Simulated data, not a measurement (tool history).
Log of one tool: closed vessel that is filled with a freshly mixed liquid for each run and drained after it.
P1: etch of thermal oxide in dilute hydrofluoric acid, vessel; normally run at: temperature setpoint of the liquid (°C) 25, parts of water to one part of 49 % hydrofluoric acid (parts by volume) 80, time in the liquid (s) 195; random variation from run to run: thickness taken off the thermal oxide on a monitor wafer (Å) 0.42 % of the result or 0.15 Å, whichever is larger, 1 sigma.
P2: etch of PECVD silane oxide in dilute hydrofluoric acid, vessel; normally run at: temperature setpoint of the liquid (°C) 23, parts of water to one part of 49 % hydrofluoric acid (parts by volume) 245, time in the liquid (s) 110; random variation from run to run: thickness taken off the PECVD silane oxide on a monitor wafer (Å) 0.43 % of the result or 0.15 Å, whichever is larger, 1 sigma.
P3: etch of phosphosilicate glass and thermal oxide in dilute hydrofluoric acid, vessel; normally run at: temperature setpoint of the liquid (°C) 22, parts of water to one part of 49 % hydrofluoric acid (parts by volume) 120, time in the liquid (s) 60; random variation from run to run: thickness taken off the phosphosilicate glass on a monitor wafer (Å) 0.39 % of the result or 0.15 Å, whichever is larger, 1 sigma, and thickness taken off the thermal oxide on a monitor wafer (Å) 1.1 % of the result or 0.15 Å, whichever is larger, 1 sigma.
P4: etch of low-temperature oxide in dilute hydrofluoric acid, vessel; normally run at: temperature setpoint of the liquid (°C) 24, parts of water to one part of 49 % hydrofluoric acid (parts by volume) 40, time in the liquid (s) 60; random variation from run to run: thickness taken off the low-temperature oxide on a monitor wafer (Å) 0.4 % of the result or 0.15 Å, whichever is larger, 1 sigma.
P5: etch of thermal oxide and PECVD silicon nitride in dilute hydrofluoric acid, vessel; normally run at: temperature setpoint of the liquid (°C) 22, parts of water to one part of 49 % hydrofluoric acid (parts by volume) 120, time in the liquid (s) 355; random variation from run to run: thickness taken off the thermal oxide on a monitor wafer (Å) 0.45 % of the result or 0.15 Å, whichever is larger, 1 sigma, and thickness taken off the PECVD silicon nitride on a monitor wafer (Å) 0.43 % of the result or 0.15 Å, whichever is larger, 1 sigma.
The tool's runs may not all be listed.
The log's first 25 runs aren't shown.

| run | hour | process that ran | temperature setpoint of the liquid (°C) | parts of water to one part of 49 % hydrofluoric acid (parts by volume) | time in the liquid (s) | hours since the thermometer was replaced | hours since the hydrofluoric acid flow meter was replaced | thickness taken off the thermal oxide on a monitor wafer (Å) | thickness taken off the low-temperature oxide on a monitor wafer (Å) | thickness taken off the PECVD silane oxide on a monitor wafer (Å) | thickness taken off the PECVD silicon nitride on a monitor wafer (Å) | thickness taken off the phosphosilicate glass on a monitor wafer (Å) |
|---|---|---|---|---|---|---|---|---|---|---|---|---|
| 26 | 251.3 | P3 | 22 | 30 | 60 | 763.8 | 327.7 | 100.47 |  |  |  | 3870.6 |
| 27 | 264.9 | P4 | 31 | 40 | 60 | 777.4 | 341.3 |  | 764.15 |  |  |  |
| 28 | 277.3 | P1 | 25 | 80 | 195 | 789.8 | 353.7 | 121.46 |  |  |  |  |
| 29 | 288.9 | P3 | 22 | 120 | 60 | 801.4 | 365.3 | 22.884 |  |  |  | 859.92 |
| 30 | 300.3 | P3 | 22 | 120 | 60 | 812.8 | 376.7 | 22.296 |  |  |  | 864.98 |
| 31 | 307.4 | P1 | 25 | 80 | 195 | 819.9 | 383.8 | 120.47 |  |  |  |  |
| 32 | 317.6 | P1 | 25 | 80 | 195 | 830.1 | 394 | 124.34 |  |  |  |  |
| 33 | 325.6 | P1 | 25 | 80 | 195 | 838.1 | 402 | 126.58 |  |  |  |  |
| 34 | 332.3 | P1 | 25 | 80 | 195 | 844.8 | 408.7 | 128.28 |  |  |  |  |
| 35 | 345.7 | P1 | 25 | 80 | 195 | 858.2 | 422.1 | 129.33 |  |  |  |  |
| 36 | 355.5 | P1 | 25 | 80 | 195 | 868 | 431.9 | 130.97 |  |  |  |  |
| 37 | 364.5 | P1 | 25 | 80 | 195 | 877 | 440.9 | 131.35 |  |  |  |  |
| 38 | 371.2 | P1 | 25 | 80 | 195 | 883.7 | 447.6 | 132.03 |  |  |  |  |

Forecast run 39:
| 39 | 381.1 | P1 | 25 | 80 | 195 | 893.6 | 457.5 | ? |  |  |  |  |

{"run 39": {"thickness taken off the thermal oxide on a monitor wafer (Å)": 131.77}}
